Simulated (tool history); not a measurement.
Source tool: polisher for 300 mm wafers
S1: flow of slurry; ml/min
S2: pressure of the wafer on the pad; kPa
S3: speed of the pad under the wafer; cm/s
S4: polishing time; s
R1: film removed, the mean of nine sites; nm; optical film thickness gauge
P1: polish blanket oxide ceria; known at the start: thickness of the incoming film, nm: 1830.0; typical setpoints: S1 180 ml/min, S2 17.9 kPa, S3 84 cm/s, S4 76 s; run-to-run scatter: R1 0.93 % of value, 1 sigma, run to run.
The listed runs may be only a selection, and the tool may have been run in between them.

Run 1, hour 10.5: S1 180 ml/min, S2 17.9 kPa, S3 84 cm/s, S4 76 s. Result: R1 279.63 nm.
Run 2, hour 20.7: S1 180 ml/min, S2 17.9 kPa, S3 84 cm/s, S4 35 s. Result: R1 127.12 nm.
Run 3, hour 27.6: S1 180 ml/min, S2 17.9 kPa, S3 84 cm/s, S4 76 s. Result: R1 280.32 nm.
Run 4, hour 33.3: S1 110 ml/min, S2 17.9 kPa, S3 84 cm/s, S4 76 s. Result: R1 257.2 nm.
Run 5, hour 41.8: S1 265 ml/min, S2 17.9 kPa, S3 84 cm/s, S4 76 s. Result: R1 293.92 nm.
Run 6, hour 51.9: S1 180 ml/min, S2 17.9 kPa, S3 38 cm/s, S4 76 s. Result: R1 127.07 nm.
Run 7, hour 63.2: S1 180 ml/min, S2 17.9 kPa, S3 84 cm/s, S4 76 s. Result: R1 277.5 nm.
Run 8, hour 69.8: S1 180 ml/min, S2 22.8 kPa, S3 84 cm/s, S4 104 s. Result: R1 484.1 nm.
Run 9, hour 74.9: S1 180 ml/min, S2 17.9 kPa, S3 84 cm/s, S4 76 s. Result: R1 277.87 nm.
Run 10, hour 80.5: S1 180 ml/min, S2 11 kPa, S3 84 cm/s, S4 76 s. Result: R1 174.89 nm.
Run 11, hour 89.7: S1 180 ml/min, S2 17.9 kPa, S3 84 cm/s, S4 76 s. Result: R1 276.3 nm.
Run 12, hour 95: S1 180 ml/min, S2 28.3 kPa, S3 84 cm/s, S4 76 s. Result: R1 442.17 nm.
Run 13, hour 104: S1 180 ml/min, S2 17.9 kPa, S3 128 cm/s, S4 76 s. Result: R1 426.58 nm.
Run 14, hour 109: S1 180 ml/min, S2 17.9 kPa, S3 84 cm/s, S4 76 s. Result: R1 282.93 nm.
Run 15, hour 116.1: S1 180 ml/min, S2 17.9 kPa, S3 84 cm/s, S4 96 s. Result: R1 356.42 nm.
Run 16, hour 123.9: S1 180 ml/min, S2 17.9 kPa, S3 84 cm/s, S4 76 s. Result: R1 284.09 nm.

The next listed run, before its measurement:
Run 17, hour 130.1: S1 180 ml/min, S2 17.9 kPa, S3 84 cm/s, S4 76 s. Result: R1 ?.

{"run 17": {"R1": 270.04}}

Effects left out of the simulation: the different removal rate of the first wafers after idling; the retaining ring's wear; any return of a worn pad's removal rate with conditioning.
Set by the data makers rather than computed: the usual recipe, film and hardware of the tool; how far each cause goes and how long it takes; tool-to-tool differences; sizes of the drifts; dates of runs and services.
